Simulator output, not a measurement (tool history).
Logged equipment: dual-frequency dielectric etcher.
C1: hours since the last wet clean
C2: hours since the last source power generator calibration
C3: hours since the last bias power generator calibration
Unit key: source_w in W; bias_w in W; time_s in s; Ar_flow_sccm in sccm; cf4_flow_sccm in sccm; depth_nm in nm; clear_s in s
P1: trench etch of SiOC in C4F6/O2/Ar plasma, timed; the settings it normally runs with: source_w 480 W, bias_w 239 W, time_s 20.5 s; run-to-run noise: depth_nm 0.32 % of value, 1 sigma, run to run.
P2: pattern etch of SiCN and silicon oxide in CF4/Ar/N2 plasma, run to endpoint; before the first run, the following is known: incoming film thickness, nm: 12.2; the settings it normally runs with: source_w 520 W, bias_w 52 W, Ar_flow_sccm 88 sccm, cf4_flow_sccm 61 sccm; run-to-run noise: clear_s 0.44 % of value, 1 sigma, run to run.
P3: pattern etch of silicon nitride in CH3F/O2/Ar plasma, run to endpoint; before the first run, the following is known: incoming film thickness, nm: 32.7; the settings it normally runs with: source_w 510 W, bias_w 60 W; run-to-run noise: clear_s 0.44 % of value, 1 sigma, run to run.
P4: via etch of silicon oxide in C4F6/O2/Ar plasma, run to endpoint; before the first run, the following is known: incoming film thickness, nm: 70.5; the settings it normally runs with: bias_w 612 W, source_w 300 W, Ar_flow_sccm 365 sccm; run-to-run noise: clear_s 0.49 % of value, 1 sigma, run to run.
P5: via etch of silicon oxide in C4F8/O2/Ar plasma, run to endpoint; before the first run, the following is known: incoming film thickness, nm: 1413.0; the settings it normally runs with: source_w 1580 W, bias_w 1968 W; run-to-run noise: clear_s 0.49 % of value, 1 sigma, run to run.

Run 1, hour 9: process P1, source_w 480 W, bias_w 239 W, time_s 20.5 s; C1 355; C2 792.5; C3 1046.6. Result: depth_nm 49.626 nm.
Run 2, hour 17.5: process P2, source_w 520 W, bias_w 52 W, Ar_flow_sccm 88 sccm, cf4_flow_sccm 61 sccm; C1 363.5; C2 801; C3 1055.1. Result: clear_s 13.994 s.
Run 3, hour 24.6: process P3, source_w 510 W, bias_w 60 W; C1 370.6; C2 808.1; C3 1062.2. Result: clear_s 45.347 s.
Run 4, hour 34.9: process P1, source_w 480 W, bias_w 239 W, time_s 11.5 s; C1 380.9; C2 818.4; C3 1072.5. Result: depth_nm 27.802 nm.
Run 5, hour 49.4: process P2, source_w 520 W, bias_w 52 W, Ar_flow_sccm 88 sccm, cf4_flow_sccm 72 sccm; C1 395.4; C2 832.9; C3 1087. Result: clear_s 13.506 s.
Run 6, hour 60.5: process P2, source_w 520 W, bias_w 52 W, Ar_flow_sccm 107 sccm, cf4_flow_sccm 61 sccm; C1 406.5; C2 844; C3 1098.1. Result: clear_s 14.528 s.
Run 7, hour 67.9: process P1, source_w 480 W, bias_w 321 W, time_s 20.5 s; C1 413.9; C2 851.4; C3 1105.5. Result: depth_nm 54.866 nm.
Run 8, hour 77.8: process P1, source_w 480 W, bias_w 163 W, time_s 20.5 s; C1 423.8; C2 861.3; C3 1115.4. Result: depth_nm 43.989 nm.
Run 9, hour 91.7: process P2, source_w 520 W, bias_w 67 W, Ar_flow_sccm 88 sccm, cf4_flow_sccm 61 sccm; C1 437.7; C2 875.2; C3 1129.3. Result: clear_s 12.862 s.
Run 10, hour 103.2: process P5, source_w 1580 W, bias_w 1504 W; C1 449.2; C2 886.7; C3 1140.8. Result: clear_s 331.5 s.
Run 11, hour 111.3: process P4, source_w 300 W, bias_w 612 W, Ar_flow_sccm 365 sccm; C1 457.3; C2 894.8; C3 1148.9. Result: clear_s 16.143 s.
Run 12, hour 126.6: process P3, source_w 680 W, bias_w 60 W; C1 472.6; C2 910.1; C3 1164.2. Result: clear_s 40.561 s.
Run 13, hour 138.6: process P1, source_w 480 W, bias_w 239 W, time_s 20.5 s; C1 484.6; C2 922.1; C3 1176.2. Result: depth_nm 49.804 nm.
Run 14, hour 151.5: process P1, source_w 660 W, bias_w 239 W, time_s 20.5 s; C1 497.5; C2 935; C3 1189.1. Result: depth_nm 56.096 nm.
Run 15, hour 167.1: process P1, source_w 380 W, bias_w 239 W, time_s 20.5 s; C1 513.1; C2 950.6; C3 1204.7. Result: depth_nm 45.309 nm.
Run 16, hour 179.1: process P5, source_w 2220 W, bias_w 1968 W; C1 525.1; C2 962.6; C3 1216.7. Result: clear_s 268.05 s.
Run 17, hour 189.3: process P1, source_w 480 W, bias_w 239 W, time_s 28 s; C1 535.3; C2 972.8; C3 1226.9. Result: depth_nm 68.271 nm.
Run 18, hour 204.4: process P1, source_w 480 W, bias_w 239 W, time_s 20.5 s; C1 550.4; C2 987.9; C3 1242. Result: depth_nm 49.324 nm.
Run 19, hour 216.6: process P1, source_w 480 W, bias_w 239 W, time_s 20.5 s; C1 562.6; C2 1000.1; C3 1254.2. Result: depth_nm 49.334 nm.
At hour 217.3: bias power generator calibrated.
Run 20, hour 231.9: process P4, source_w 300 W, bias_w 612 W, Ar_flow_sccm 214 sccm; C1 577.9; C2 1015.4; C3 14.6. Result: clear_s 15.306 s.
Run 21, hour 240.1: process P1, source_w 480 W, bias_w 239 W, time_s 20.5 s; C1 586.1; C2 1023.6; C3 22.8. Result: depth_nm 49.661 nm.
Run 22, hour 248.1: process P5, source_w 1580 W, bias_w 1968 W; C1 594.1; C2 1031.6; C3 30.8. Result: clear_s 306.12 s.
Run 23, hour 261.9: process P2, source_w 650 W, bias_w 52 W, Ar_flow_sccm 88 sccm, cf4_flow_sccm 61 sccm; C1 607.9; C2 1045.4; C3 44.6. Result: clear_s 11.433 s.
Run 24, hour 276.9: process P1, source_w 380 W, bias_w 239 W, time_s 15 s; C1 622.9; C2 1060.4; C3 59.6. Result: depth_nm 33.378 nm.
Run 25, hour 285.5: process P1, source_w 480 W, bias_w 239 W, time_s 20.5 s; C1 631.5; C2 1069; C3 68.2. Result: depth_nm 49.799 nm.
Run 26, hour 300.1: process P2, source_w 520 W, bias_w 52 W, Ar_flow_sccm 88 sccm, cf4_flow_sccm 61 sccm; C1 646.1; C2 1083.6; C3 82.8. Result: clear_s 13.885 s.
Run 27, hour 310.2: process P4, source_w 300 W, bias_w 856 W, Ar_flow_sccm 365 sccm; C1 656.2; C2 1093.7; C3 92.9. Result: clear_s 14.14 s.
Run 28, hour 325: process P3, source_w 510 W, bias_w 72 W; C1 671; C2 1108.5; C3 107.7. Result: clear_s 43.199 s.
Run 29, hour 339.1: process P1, source_w 630 W, bias_w 239 W, time_s 12 s; C1 685.1; C2 1122.6; C3 121.8. Result: depth_nm 32.446 nm.
Run 30, hour 350: process P4, source_w 210 W, bias_w 612 W, Ar_flow_sccm 365 sccm; C1 696; C2 1133.5; C3 132.7. Result: clear_s 18.582 s.
Run 31, hour 363.9: process P1, source_w 480 W, bias_w 239 W, time_s 20.5 s; C1 709.9; C2 1147.4; C3 146.6. Result: depth_nm 49.753 nm.
Run 32, hour 376.6: process P1, source_w 480 W, bias_w 239 W, time_s 20.5 s; C1 722.6; C2 1160.1; C3 159.3. Result: depth_nm 49.527 nm.
Run 33, hour 384.1: process P1, source_w 480 W, bias_w 239 W, time_s 20.5 s; C1 730.1; C2 1167.6; C3 166.8. Result: depth_nm 49.06 nm.
Run 34, hour 393.8: process P1, source_w 480 W, bias_w 239 W, time_s 20.5 s; C1 739.8; C2 1177.3; C3 176.5. Result: depth_nm 48.995 nm.
Run 35, hour 402.5: process P1, source_w 480 W, bias_w 239 W, time_s 20.5 s; C1 748.5; C2 1186; C3 185.2. Result: depth_nm 48.757 nm.
Run 36, hour 413.2: process P1, source_w 480 W, bias_w 239 W, time_s 20.5 s; C1 759.2; C2 1196.7; C3 195.9. Result: depth_nm 48.881 nm.
At hour 413.7: wet clean of the chamber.
Run 37, hour 422.1: process P1, source_w 480 W, bias_w 239 W, time_s 20.5 s; C1 8.5; C2 1205.6; C3 204.8. Result: depth_nm 48.787 nm.
Run 38, hour 437.5: process P1, source_w 480 W, bias_w 239 W, time_s 20.5 s; C1 23.9; C2 1221; C3 220.2. Result: depth_nm 48.813 nm.

The log shows P1 creeping away from where it was. Any of the 2 causes listed here, at the size stated for it, fits the log just as well as the others:
A: bias power that arrives under what is set, % = 4.7
B: source power that arrives under what is set, % = 4.05
The creep began at about hour 363.9.
Ruled out, with reasons:
chamber walls in a state that lowers the etch rate, %: was serviced at hour 413.7, once the creep was under way, yet the earlier output never came back

Of the 4 check runs below, each run on 3 wafers with the results averaged and each result still a question mark, which one would tell the listed causes apart?
Run check 1, hour 452.9: process P3, source_w 590 W, bias_w 71 W. Result: clear_s ?.
Run check 2, hour 452.9: process P5, source_w 2210 W, bias_w 1968 W. Result: clear_s ?.
Run check 3, hour 452.9: process P4, source_w 230 W, bias_w 713 W, Ar_flow_sccm 365 sccm. Result: clear_s ?.
Run check 4, hour 452.9: process P2, source_w 520 W, bias_w 64 W, Ar_flow_sccm 88 sccm, cf4_flow_sccm 61 sccm. Result: clear_s ?.

What each check would give under each cause:
  check   result    if A    if B
check 1  clear_s  41.368  41.368
check 2  clear_s  270.29  271.11
check 3  clear_s  17.119  17.045
check 4  clear_s  13.236  13.518
Per check, the gap between the least separated pair of causes, taken in the result that splits them most: check 1 0 %; check 2 0.3 %; check 3 0.43 %; check 4 2.11 %
Only in check 4 would the causes give clearly different results; in the remaining checks their results would be nearly the same.

Check 4 was carried out, with these results: clear_s 13.543 s. Which of the listed causes is responsible?

It is B: source power that arrives under what is set, %.
